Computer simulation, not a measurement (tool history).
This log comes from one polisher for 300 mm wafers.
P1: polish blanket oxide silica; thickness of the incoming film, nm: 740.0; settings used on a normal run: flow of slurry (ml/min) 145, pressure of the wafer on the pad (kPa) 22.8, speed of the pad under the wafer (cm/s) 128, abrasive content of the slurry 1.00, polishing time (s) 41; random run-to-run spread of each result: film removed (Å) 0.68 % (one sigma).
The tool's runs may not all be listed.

run	hour	flow of slurry (ml/min)	pressure of the wafer on the pad (kPa)	speed of the pad under the wafer (cm/s)	abrasive content of the slurry	polishing time (s)	film removed (Å)
1	8.6	145	22.8	128	1.00	41	982.37
2	17.6	145	11.0	128	1.00	41	477.89
3	23.9	145	22.8	128	1.00	51	1220.90
4	28.2	145	22.8	128	1.00	19	451.15
5	32.3	145	22.8	60	1.00	41	540.84
6	39.0	145	22.8	198	1.00	41	1406.00
7	46.5	145	22.8	128	1.40	41	1139.20
8	53.5	145	36.5	128	1.00	41	1587.00
9	59.4	145	22.8	128	1.00	41	980.04
10	65.1	145	13.1	128	1.35	41	646.02
11	70.4	85	22.8	128	1.00	41	877.20
12	74.7	145	22.8	128	1.00	41	989.93
13	83.0	145	22.8	128	0.65	41	793.60
14	87.3	185	22.8	128	1.00	41	1029.10
15	94.4	145	12.4	128	1.00	60	788.54
16	99.2	145	22.8	128	1.00	41	981.69
17	105.8	145	22.8	128	1.00	41	977.83
18	111.4	145	22.8	128	1.00	41	986.09
19	117.2	145	22.8	128	1.00	41	946.22
20	124.8	145	22.8	128	1.00	41	928.00
21	129.2	145	22.8	128	1.00	41	918.28
22	133.8	145	22.8	128	1.00	41	899.68
# hour 137.4: head pressure recalibrated
23	139.4	145	22.8	128	1.00	41	878.69
24	147.2	145	22.8	128	1.00	41	886.20
# hour 150.6: slurry nozzle cleaned
25	153.0	145	22.8	128	1.00	41	882.23
26	158.4	145	22.8	128	1.00	41	874.06
# hour 162.0: conditioning disc replaced and pad reconditioned
27	163.3	145	22.8	128	1.00	41	877.78
28	172.1	145	22.8	128	1.00	41	862.54

What does the tool deliver on the next run?
29	180.8	145	22.8	128	1.00	41	?

Run 29 measured film removed (Å) 869.73.

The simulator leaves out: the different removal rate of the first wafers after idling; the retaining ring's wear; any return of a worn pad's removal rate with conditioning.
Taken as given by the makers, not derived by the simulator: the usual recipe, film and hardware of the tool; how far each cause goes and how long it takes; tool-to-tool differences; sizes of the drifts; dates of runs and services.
